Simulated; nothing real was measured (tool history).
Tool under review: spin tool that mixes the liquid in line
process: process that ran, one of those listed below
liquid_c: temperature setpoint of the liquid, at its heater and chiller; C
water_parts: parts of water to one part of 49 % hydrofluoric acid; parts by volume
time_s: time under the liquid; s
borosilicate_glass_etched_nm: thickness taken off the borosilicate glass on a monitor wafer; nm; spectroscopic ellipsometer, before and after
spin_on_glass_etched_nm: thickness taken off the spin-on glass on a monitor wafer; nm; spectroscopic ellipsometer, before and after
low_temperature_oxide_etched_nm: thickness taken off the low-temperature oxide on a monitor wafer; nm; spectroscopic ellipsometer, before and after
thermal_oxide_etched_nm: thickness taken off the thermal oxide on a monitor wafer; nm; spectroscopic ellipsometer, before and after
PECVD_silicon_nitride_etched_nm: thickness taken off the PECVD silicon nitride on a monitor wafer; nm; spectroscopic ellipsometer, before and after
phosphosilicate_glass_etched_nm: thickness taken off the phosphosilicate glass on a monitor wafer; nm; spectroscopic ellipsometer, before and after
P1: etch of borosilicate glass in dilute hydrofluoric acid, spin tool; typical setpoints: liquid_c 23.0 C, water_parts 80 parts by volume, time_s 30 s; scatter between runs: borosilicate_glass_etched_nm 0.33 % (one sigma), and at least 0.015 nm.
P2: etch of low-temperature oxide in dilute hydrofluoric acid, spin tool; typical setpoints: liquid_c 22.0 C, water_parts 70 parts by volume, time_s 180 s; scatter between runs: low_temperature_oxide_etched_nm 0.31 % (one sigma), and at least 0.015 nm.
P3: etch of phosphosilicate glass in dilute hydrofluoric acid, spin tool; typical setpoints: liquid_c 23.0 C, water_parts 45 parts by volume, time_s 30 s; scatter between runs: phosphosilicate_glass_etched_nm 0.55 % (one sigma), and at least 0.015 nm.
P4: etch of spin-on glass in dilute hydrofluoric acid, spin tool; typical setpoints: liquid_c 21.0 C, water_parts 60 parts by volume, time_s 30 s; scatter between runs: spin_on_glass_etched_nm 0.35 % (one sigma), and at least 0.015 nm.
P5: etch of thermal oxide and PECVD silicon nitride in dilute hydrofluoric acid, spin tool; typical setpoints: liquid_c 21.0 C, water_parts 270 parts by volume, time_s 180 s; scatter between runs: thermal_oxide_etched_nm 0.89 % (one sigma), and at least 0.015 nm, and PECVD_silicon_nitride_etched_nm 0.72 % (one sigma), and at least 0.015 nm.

run     day  process  liquid_c  water_parts  time_s  borosilicate_glass_etched_nm  spin_on_glass_etched_nm  low_temperature_oxide_etched_nm  thermal_oxide_etched_nm  PECVD_silicon_nitride_etched_nm  phosphosilicate_glass_etched_nm
  1   0.375       P1      23.0           80      30                       13.2810
  2   0.750       P1      17.0           80      30                       10.3590
  3   1.125       P1      23.0           50      30                       22.2930
  4   1.492       P4      29.0           60      30                                                21.4850
  5   1.783       P2      22.0           20     180                                                                                  98.811
  6   2.171       P2      29.5           70     180                                                                                  35.759
  7   2.408       P5      21.0          270     180                                                                                                           2.3972                           3.1964
  8   2.800       P1      23.0           80      30                       13.3040
  9   3.050       P4      21.0           60      30                                                15.4350
 10   3.358       P1      23.0           80      30                       13.1870
 11   3.633       P1      23.0           20      15                       28.6530
 12   3.942       P3      23.0           75      30                                                                                                                                                                             67.118
 13   4.321       P1      29.5           80      30                       17.1020
 14   4.683       P3      23.0           45      30                                                                                                                                                                            115.270
 15   5.062       P4      21.0           60      50                                                25.8280
      5.221  -- thermometer replaced
 16   5.342       P2      22.0           70     330                                                                                  48.424
 17   5.658       P1      23.0           80      60                       26.6320
 18   5.871       P3      27.5           45      30                                                                                                                                                                            140.380
      6.217  -- hydrofluoric acid flow meter replaced
 19   6.238       P5      21.0          495     180                                                                                                           1.0868                           1.7626
 20   6.421       P3      23.0           45      15                                                                                                                                                                             58.002
 21   6.650       P4      21.0           60      30                                                15.5000
 22   6.871       P2      22.0           70     180                                                                                  26.408
 23   7.250       P4      21.0          110      30                                                 7.9796
 24   7.508       P5      26.0          270     180                                                                                                           2.8250                           4.3257
 25   7.800       P5      21.0          270     325                                                                                                           4.3793                           5.8178
 26   8.188       P1      23.0           80      30                       13.3380
 27   8.542       P1      28.5          125      30                        9.9653
 28   8.775       P1      23.0           80      15                        6.6483
 29   8.962       P1      23.0          120      30                        8.4813
 30   9.246       P1      23.0           80      30                       13.2520
 31   9.600       P1      23.0           80      30                       13.2530
 32   9.962       P1      23.0           80      30                       13.7660
 33  10.196       P1      23.0           80      30                       13.9610
 34  10.433       P1      23.0           80      30                       14.1300
 35  10.775       P1      23.0           80      30                       14.3060
 36  11.150       P1      23.0           80      30                       14.3570
 37  11.400       P1      23.0           80      30                       14.4020
 38  11.783       P1      23.0           80      30                       14.3170
 39  11.975       P1      23.0           80      30                       14.5190
 40  12.275       P1      23.0           80      30                       14.4920
 41  12.567       P1      23.0           80      30                       14.5150
 42  12.900       P1      23.0           80      30                       14.5250

Compared with where it was, what P1 gives has crept away. Each cause listed below fits the log as well as the rest, at the size given for it:
A: hydrofluoric acid flow above the setpoint (%) = 8.26
B: liquid hotter than its thermometer reads (K) = 2.17
The gradual shift began around day 9.600.

Which of the 4 check runs listed below, each an average over 2 wafers with its results shown as question marks, gives clearly different results under the different listed causes?
check 1  13.233       P4      26.5           60      30                                                      ?
check 2  13.233       P2      28.0           70     180                                                                                       ?
check 3  13.233       P3      23.0           60      30                                                                                                                                                                                  ?
check 4  13.233       P5      21.0          390     260                                                                                                                ?                                ?

Outcome of each check run for each possible cause:
  check                           result     if A     if B
check 1          spin_on_glass_etched_nm  21.1160  21.1210
check 2  low_temperature_oxide_etched_nm   36.768   36.668
check 3  phosphosilicate_glass_etched_nm   92.739   93.042
check 4          thermal_oxide_etched_nm   2.3825   2.3088
check 4  PECVD_silicon_nitride_etched_nm   3.4746   3.6685
Per check, the gap between the least separated pair of causes, taken in the result that splits them most: check 1 0.02 %; check 2 0.27 %; check 3 0.33 %; check 4 5.43 %
Of the check runs offered, only check 4 discriminates between the causes; the rest would read about the same regardless of which cause applies.

Then check 4 was run and gave: thermal_oxide_etched_nm 2.3685 nm; PECVD_silicon_nitride_etched_nm 3.4699 nm. Which cause is it?

A is the cause: hydrofluoric acid flow above the setpoint (%).

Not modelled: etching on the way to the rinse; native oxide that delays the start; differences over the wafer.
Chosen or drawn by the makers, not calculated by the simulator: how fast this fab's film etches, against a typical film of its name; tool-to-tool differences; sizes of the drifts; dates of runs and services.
